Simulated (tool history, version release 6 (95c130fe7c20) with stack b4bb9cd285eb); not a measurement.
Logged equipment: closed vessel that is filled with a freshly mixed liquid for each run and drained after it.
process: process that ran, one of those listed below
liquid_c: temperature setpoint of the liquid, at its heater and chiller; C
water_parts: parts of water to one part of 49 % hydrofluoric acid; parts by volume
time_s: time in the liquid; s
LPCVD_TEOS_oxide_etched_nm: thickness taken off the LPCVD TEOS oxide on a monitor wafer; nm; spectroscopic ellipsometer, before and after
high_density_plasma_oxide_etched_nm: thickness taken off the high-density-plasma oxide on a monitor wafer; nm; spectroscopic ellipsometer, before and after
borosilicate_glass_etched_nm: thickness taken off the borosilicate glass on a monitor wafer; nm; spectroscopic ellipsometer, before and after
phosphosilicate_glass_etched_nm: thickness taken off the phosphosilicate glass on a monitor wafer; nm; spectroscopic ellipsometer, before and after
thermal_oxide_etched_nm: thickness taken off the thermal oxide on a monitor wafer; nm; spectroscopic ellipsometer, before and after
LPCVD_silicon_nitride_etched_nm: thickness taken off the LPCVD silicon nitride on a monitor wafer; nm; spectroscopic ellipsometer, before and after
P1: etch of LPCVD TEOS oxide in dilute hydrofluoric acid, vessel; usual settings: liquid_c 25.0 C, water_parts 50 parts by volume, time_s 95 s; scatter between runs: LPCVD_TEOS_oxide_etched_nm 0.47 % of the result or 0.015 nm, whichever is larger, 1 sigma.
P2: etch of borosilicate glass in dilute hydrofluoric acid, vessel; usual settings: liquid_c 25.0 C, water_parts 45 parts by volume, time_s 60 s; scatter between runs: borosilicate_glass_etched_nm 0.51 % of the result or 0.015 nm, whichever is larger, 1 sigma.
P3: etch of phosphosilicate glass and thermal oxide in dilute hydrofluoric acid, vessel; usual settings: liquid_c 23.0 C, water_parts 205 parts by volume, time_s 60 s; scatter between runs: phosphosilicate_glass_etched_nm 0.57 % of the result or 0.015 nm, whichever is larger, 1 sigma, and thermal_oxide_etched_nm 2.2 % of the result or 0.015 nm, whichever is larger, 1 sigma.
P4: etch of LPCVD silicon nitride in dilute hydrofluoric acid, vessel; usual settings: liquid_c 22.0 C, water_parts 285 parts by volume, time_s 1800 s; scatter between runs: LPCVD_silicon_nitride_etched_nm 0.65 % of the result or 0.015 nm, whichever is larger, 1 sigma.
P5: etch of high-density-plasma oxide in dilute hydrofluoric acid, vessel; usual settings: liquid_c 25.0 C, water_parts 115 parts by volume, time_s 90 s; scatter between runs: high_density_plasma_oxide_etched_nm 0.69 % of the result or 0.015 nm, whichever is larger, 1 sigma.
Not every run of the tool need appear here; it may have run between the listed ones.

run   hour  process  liquid_c  water_parts  time_s  hours since the thermometer was replaced  hours since the hydrofluoric acid flow meter was replaced  LPCVD_TEOS_oxide_etched_nm  high_density_plasma_oxide_etched_nm  borosilicate_glass_etched_nm  phosphosilicate_glass_etched_nm  thermal_oxide_etched_nm  LPCVD_silicon_nitride_etched_nm
  1   12.5       P1      25.0           50      95                                     240.1                                                      411.3                      55.261
  2   19.8       P5      17.5          115      90                                     247.4                                                      418.6                                                           2.9976
  3   27.9       P2      25.0           45      30                                     255.5                                                      426.7                                                                                         33.280
  4   40.1       P3      23.0          205      60                                     267.7                                                      438.9                                                                                                                          33.035                   1.3115
  5   47.9       P4      17.0          285    1800                                     275.5                                                      446.7                                                                                                                                                                                   2.25500
  6   55.1       P2      33.0           45      60                                     282.7                                                      453.9                                                                                         91.621
  7   66.8       P4      22.0          285    1800                                     294.4                                                      465.6                                                                                                                                                                                   3.09560
  8   75.8       P5      25.0           20      90                                     303.4                                                      474.6                                                          26.7450
  9   89.1       P3      23.0          205      95                                     316.7                                                      487.9                                                                                                                          52.598                   2.0463
 10  102.1       P1      25.0           50      95                                     329.7                                                      500.9                      55.526
 11  117.6       P2      25.0           70      60                                     345.2                                                      516.4                                                                                         41.064
 12  130.3       P1      30.5           20      95                                     357.9                                                      529.1                     181.770
 13  143.9       P4      22.0          285     370                                     371.5                                                      542.7                                                                                                                                                                                   0.65491
 14  154.8       P1      25.0           50      55                                     382.4                                                      553.6                      32.121
 15  164.0       P4      22.0          285    1800                                     391.6                                                      562.8                                                                                                                                                                                   3.11390
 16  171.7       P1      25.0           50      95                                     399.3                                                      570.5                      55.500
 17  181.5       P1      29.0           50     145                                     409.1                                                      580.3                      98.617
 18  194.7       P1      25.0           50      95                                     422.3                                                      593.5                      55.324
 19  202.0       P1      25.0           50      95                                     429.6                                                      600.8                      54.990
 20  216.6       P1      25.0           20      95                                     444.2                                                      615.4                     144.570
 21  224.8       P1      25.0           50      95                                     452.4                                                      623.6                      55.591
 22  239.1       P1      25.0           90      95                                     466.7                                                      637.9                      28.922
 23  252.0       P2      25.0           45      60                                     479.6                                                      650.8                                                                                         66.514
 24  266.1       P3      23.0          205      60                                     493.7                                                      664.9                                                                                                                          33.183                   1.2724
 25  277.1       P1      25.0           70      30                                     504.7                                                      675.9                      12.129
 26  284.3       P5      25.0          115     180                                     511.9                                                      683.1                                                           8.1956
 27  298.8       P1      18.5           50      95                                     526.4                                                      697.6                      42.349
 28  309.3       P1      25.0           50      95                                     536.9                                                      708.1                      55.271
 29  322.1       P5      25.0          115      90                                     549.7                                                      720.9                                                           4.1077
 30  332.4       P1      25.0           50     165                                     560.0                                                      731.2                      95.760
 31  348.0       P3      23.0           55      60                                     575.6                                                      746.8                                                                                                                         146.320                   5.5766
 32  355.3       P4      22.0          120    1800                                     582.9                                                      754.1                                                                                                                                                                                   7.25190
 33  369.8       P3      17.0          205      60                                     597.4                                                      768.6                                                                                                                          26.057                   1.0194
 34  380.3       P1      30.5           50      95                                     607.9                                                      779.1                      68.969
 35  395.3       P1      25.0           50      95                                     622.9                                                      794.1                      55.430
 36  403.2       P1      25.0           50      95                                     630.8                                                      802.0                      54.150
 37  415.4       P1      25.0           50      95                                     643.0                                                      814.2                      52.933
 38  429.5       P1      25.0           50      95                                     657.1                                                      828.3                      51.614
 39  445.1       P1      25.0           50      95                                     672.7                                                      843.9                      51.559
 40  460.6       P1      25.0           50      95                                     688.2                                                      859.4                      50.969
 41  476.5       P1      25.0           50      95                                     704.1                                                      875.3                      51.201
 42  488.1       P1      25.0           50      95                                     715.7                                                      886.9                      50.707
 43  496.2       P1      25.0           50      95                                     723.8                                                      895.0                      50.589
 44  504.1       P1      25.0           50      95                                     731.7                                                      902.9                      51.072

What P1 gives has crept away from where it was. These 2 causes fit the log equally well, each at the size given:
A: liquid colder than its thermometer reads (K) = 2.15
B: hydrofluoric acid flow below the setpoint (%) = 7.91
The gradual shift began around hour 395.3.

4 check runs are offered, each on 3 wafers whose results are averaged, their results left as question marks. Which one tells the causes apart?
check 1  512.0       P2      32.5           45      30                                                                                                                                                                                                   ?
check 2  512.0       P4      17.0          285     950                                                                                                                                                                                                                                                                                              ?
check 3  512.0       P3      23.0          115      60                                                                                                                                                                                                                                    ?                        ?
check 4  512.0       P5      25.0          115     170                                                                                                                                                                     ?

Expected result of each check under each candidate cause:
  check                               result     if A     if B
check 1         borosilicate_glass_etched_nm   41.201   40.995
check 2      LPCVD_silicon_nitride_etched_nm  1.02750  1.09610
check 3      phosphosilicate_glass_etched_nm   59.723   59.246
check 3              thermal_oxide_etched_nm   2.2491   2.2312
check 4  high_density_plasma_oxide_etched_nm   7.0953   7.0235
Separation of the two closest causes in each check, using whichever result separates them best: check 1 0.5 %; check 2 6.46 %; check 3 0.8 %; check 4 1.02 %
Check 2 tells the causes apart: in the others they would give nearly the same result.

Then check 2 was run and gave: LPCVD_silicon_nitride_etched_nm 1.08300 nm. Which cause is it?

Of the candidate causes, it is B: hydrofluoric acid flow below the setpoint (%).

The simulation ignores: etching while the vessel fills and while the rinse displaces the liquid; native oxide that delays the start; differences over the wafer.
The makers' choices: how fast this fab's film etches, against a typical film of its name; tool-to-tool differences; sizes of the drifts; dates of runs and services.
